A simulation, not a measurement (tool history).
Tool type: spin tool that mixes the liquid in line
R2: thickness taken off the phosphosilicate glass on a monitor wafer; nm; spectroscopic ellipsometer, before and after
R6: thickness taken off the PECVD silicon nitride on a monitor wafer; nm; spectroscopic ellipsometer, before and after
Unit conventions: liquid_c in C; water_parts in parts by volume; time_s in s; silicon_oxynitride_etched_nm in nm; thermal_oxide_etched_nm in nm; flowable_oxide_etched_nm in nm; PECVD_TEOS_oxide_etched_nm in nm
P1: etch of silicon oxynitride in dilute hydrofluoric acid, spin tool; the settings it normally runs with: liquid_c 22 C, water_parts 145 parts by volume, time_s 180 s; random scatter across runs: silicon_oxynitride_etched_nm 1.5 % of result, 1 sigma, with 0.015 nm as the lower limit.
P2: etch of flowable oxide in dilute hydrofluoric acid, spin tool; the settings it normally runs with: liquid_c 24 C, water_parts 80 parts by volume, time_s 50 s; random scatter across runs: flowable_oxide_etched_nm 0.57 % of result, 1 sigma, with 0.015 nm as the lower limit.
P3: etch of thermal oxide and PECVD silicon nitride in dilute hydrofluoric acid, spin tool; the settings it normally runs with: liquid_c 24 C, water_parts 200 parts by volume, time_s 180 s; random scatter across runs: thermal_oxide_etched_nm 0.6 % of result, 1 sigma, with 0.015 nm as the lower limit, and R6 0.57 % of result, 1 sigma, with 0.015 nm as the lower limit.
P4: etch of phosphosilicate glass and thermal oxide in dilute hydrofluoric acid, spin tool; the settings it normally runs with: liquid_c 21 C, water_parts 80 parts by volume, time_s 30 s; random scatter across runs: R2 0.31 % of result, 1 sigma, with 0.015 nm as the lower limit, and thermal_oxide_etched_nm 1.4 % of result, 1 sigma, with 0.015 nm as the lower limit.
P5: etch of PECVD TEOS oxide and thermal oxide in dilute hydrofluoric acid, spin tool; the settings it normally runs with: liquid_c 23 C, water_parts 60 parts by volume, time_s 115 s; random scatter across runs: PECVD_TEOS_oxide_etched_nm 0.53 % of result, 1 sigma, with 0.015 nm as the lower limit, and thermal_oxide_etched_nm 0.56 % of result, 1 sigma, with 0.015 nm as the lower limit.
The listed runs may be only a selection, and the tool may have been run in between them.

Run 1, hour 13: process P1, liquid_c 22 C, water_parts 145 parts by volume, time_s 180 s. Result: silicon_oxynitride_etched_nm 1.5094 nm.
Run 2, hour 23.4: process P4, liquid_c 21 C, water_parts 80 parts by volume, time_s 30 s. Result: R2 20.342 nm, thermal_oxide_etched_nm 1.6591 nm.
Run 3, hour 33.3: process P1, liquid_c 22 C, water_parts 145 parts by volume, time_s 180 s. Result: silicon_oxynitride_etched_nm 1.5731 nm.
Run 4, hour 45.5: process P1, liquid_c 22 C, water_parts 145 parts by volume, time_s 180 s. Result: silicon_oxynitride_etched_nm 1.5099 nm.
Run 5, hour 57.6: process P2, liquid_c 17 C, water_parts 80 parts by volume, time_s 50 s. Result: flowable_oxide_etched_nm 12.655 nm.
Run 6, hour 66.2: process P4, liquid_c 21 C, water_parts 80 parts by volume, time_s 15 s. Result: R2 10.155 nm, thermal_oxide_etched_nm 0.8231 nm.
Run 7, hour 81.1: process P5, liquid_c 17 C, water_parts 60 parts by volume, time_s 115 s. Result: thermal_oxide_etched_nm 6.4259 nm, PECVD_TEOS_oxide_etched_nm 15.061 nm.
Run 8, hour 88: process P1, liquid_c 27 C, water_parts 145 parts by volume, time_s 180 s. Result: silicon_oxynitride_etched_nm 1.8969 nm.
Run 9, hour 100: process P2, liquid_c 24 C, water_parts 80 parts by volume, time_s 15 s. Result: flowable_oxide_etched_nm 5.0539 nm.
Run 10, hour 113.3: process P1, liquid_c 17 C, water_parts 145 parts by volume, time_s 50 s. Result: silicon_oxynitride_etched_nm 0.34065 nm.
Run 11, hour 126.1: process P1, liquid_c 22 C, water_parts 145 parts by volume, time_s 15 s. Result: silicon_oxynitride_etched_nm 0.14506 nm.
Run 12, hour 139: process P5, liquid_c 23 C, water_parts 60 parts by volume, time_s 15 s. Result: thermal_oxide_etched_nm 1.0782 nm, PECVD_TEOS_oxide_etched_nm 2.5398 nm.
Run 13, hour 153.6: process P2, liquid_c 24 C, water_parts 80 parts by volume, time_s 50 s. Result: flowable_oxide_etched_nm 16.857 nm.
Run 14, hour 163.9: process P5, liquid_c 23 C, water_parts 20 parts by volume, time_s 115 s. Result: thermal_oxide_etched_nm 26.384 nm, PECVD_TEOS_oxide_etched_nm 61.4 nm.
Run 15, hour 178: process P4, liquid_c 21 C, water_parts 20 parts by volume, time_s 30 s. Result: R2 87.366 nm, thermal_oxide_etched_nm 7.1801 nm.
Run 16, hour 189: process P4, liquid_c 17 C, water_parts 80 parts by volume, time_s 30 s. Result: R2 17.236 nm, thermal_oxide_etched_nm 1.3862 nm.
Run 17, hour 202.7: process P1, liquid_c 22 C, water_parts 195 parts by volume, time_s 180 s. Result: silicon_oxynitride_etched_nm 1.089 nm.
Run 18, hour 209.5: process P1, liquid_c 22 C, water_parts 145 parts by volume, time_s 180 s. Result: silicon_oxynitride_etched_nm 1.4982 nm.
Run 19, hour 217: process P2, liquid_c 24 C, water_parts 80 parts by volume, time_s 50 s. Result: flowable_oxide_etched_nm 16.919 nm.
Run 20, hour 229.2: process P3, liquid_c 24 C, water_parts 200 parts by volume, time_s 180 s. Result: thermal_oxide_etched_nm 3.959 nm, R6 4.243 nm.
Run 21, hour 236.6: process P3, liquid_c 24 C, water_parts 325 parts by volume, time_s 180 s. Result: thermal_oxide_etched_nm 2.1009 nm, R6 2.6068 nm.
Run 22, hour 251.5: process P5, liquid_c 23 C, water_parts 60 parts by volume, time_s 115 s. Result: thermal_oxide_etched_nm 8.2528 nm, PECVD_TEOS_oxide_etched_nm 19.585 nm.
Run 23, hour 264.6: process P3, liquid_c 24 C, water_parts 200 parts by volume, time_s 345 s. Result: thermal_oxide_etched_nm 7.4594 nm, R6 8.0997 nm.
Run 24, hour 272.2: process P2, liquid_c 24 C, water_parts 40 parts by volume, time_s 50 s. Result: flowable_oxide_etched_nm 35.711 nm.
Run 25, hour 285.9: process P1, liquid_c 22 C, water_parts 75 parts by volume, time_s 180 s. Result: silicon_oxynitride_etched_nm 3.0776 nm.
Run 26, hour 297.3: process P1, liquid_c 22 C, water_parts 250 parts by volume, time_s 80 s. Result: silicon_oxynitride_etched_nm 0.40307 nm.
Run 27, hour 307.3: process P1, liquid_c 22 C, water_parts 145 parts by volume, time_s 270 s. Result: silicon_oxynitride_etched_nm 2.3131 nm.
Run 28, hour 317.7: process P1, liquid_c 22 C, water_parts 145 parts by volume, time_s 180 s. Result: silicon_oxynitride_etched_nm 1.5035 nm.
Run 29, hour 327.8: process P1, liquid_c 17 C, water_parts 145 parts by volume, time_s 180 s. Result: silicon_oxynitride_etched_nm 1.1851 nm.
Run 30, hour 340.9: process P3, liquid_c 17.5 C, water_parts 200 parts by volume, time_s 180 s. Result: thermal_oxide_etched_nm 3.0696 nm, R6 2.7605 nm.
Run 31, hour 356: process P1, liquid_c 22 C, water_parts 145 parts by volume, time_s 180 s. Result: silicon_oxynitride_etched_nm 1.5271 nm.
Run 32, hour 366.3: process P1, liquid_c 22 C, water_parts 145 parts by volume, time_s 180 s. Result: silicon_oxynitride_etched_nm 1.5767 nm.
Run 33, hour 379.9: process P1, liquid_c 22 C, water_parts 145 parts by volume, time_s 180 s. Result: silicon_oxynitride_etched_nm 1.5846 nm.
Run 34, hour 388.1: process P1, liquid_c 22 C, water_parts 145 parts by volume, time_s 180 s. Result: silicon_oxynitride_etched_nm 1.6378 nm.
Run 35, hour 401.2: process P1, liquid_c 22 C, water_parts 145 parts by volume, time_s 180 s. Result: silicon_oxynitride_etched_nm 1.6617 nm.
Run 36, hour 413.4: process P1, liquid_c 22 C, water_parts 145 parts by volume, time_s 180 s. Result: silicon_oxynitride_etched_nm 1.677 nm.
Run 37, hour 427.8: process P1, liquid_c 22 C, water_parts 145 parts by volume, time_s 180 s. Result: silicon_oxynitride_etched_nm 1.7115 nm.
Run 38, hour 434.6: process P1, liquid_c 22 C, water_parts 145 parts by volume, time_s 180 s. Result: silicon_oxynitride_etched_nm 1.6522 nm.

P1 has crept away from where it was. The log is fitted equally well by each of these 2 causes, at the sizes shown:
A: liquid hotter than its thermometer reads (K) = 1.92
B: hydrofluoric acid flow above the setpoint (%) = 8.39
The drift started at roughly hour 356.

Of the 4 check runs below, each run on 2 wafers with the results averaged and each result still a question mark, which one would tell the listed causes apart?
Run check 1, hour 441.4: process P2, liquid_c 17 C, water_parts 80 parts by volume, time_s 25 s. Result: flowable_oxide_etched_nm ?.
Run check 2, hour 441.4: process P5, liquid_c 18 C, water_parts 60 parts by volume, time_s 115 s. Result: thermal_oxide_etched_nm ?, PECVD_TEOS_oxide_etched_nm ?.
Run check 3, hour 441.4: process P3, liquid_c 24 C, water_parts 320 parts by volume, time_s 265 s. Result: thermal_oxide_etched_nm ?, R6 ?.
Run check 4, hour 441.4: process P4, liquid_c 21 C, water_parts 35 parts by volume, time_s 30 s. Result: R2 ?, thermal_oxide_etched_nm ?.

How each check would come out, cause by cause:
  check                      result    if A    if B
check 1    flowable_oxide_etched_nm  6.8337  6.8741
check 2     thermal_oxide_etched_nm  7.3163  7.3462
check 2  PECVD_TEOS_oxide_etched_nm  17.161  17.231
check 3     thermal_oxide_etched_nm   3.439  3.5772
check 3                          R6  4.3831  4.2304
check 4                          R2  53.272  53.418
check 4     thermal_oxide_etched_nm  4.3352   4.347
Per check, the gap between the least separated pair of causes, taken in the result that splits them most: check 1 0.59 %; check 2 0.41 %; check 3 3.94 %; check 4 0.27 %
Check 3 is the one run that separates the causes; every other check would come out nearly the same whichever cause is at work.

The results of check 3 are: thermal_oxide_etched_nm 3.4386 nm; R6 4.3755 nm. Based on these, which of the listed causes is it?

Of the candidate causes, it is A: liquid hotter than its thermometer reads (K).

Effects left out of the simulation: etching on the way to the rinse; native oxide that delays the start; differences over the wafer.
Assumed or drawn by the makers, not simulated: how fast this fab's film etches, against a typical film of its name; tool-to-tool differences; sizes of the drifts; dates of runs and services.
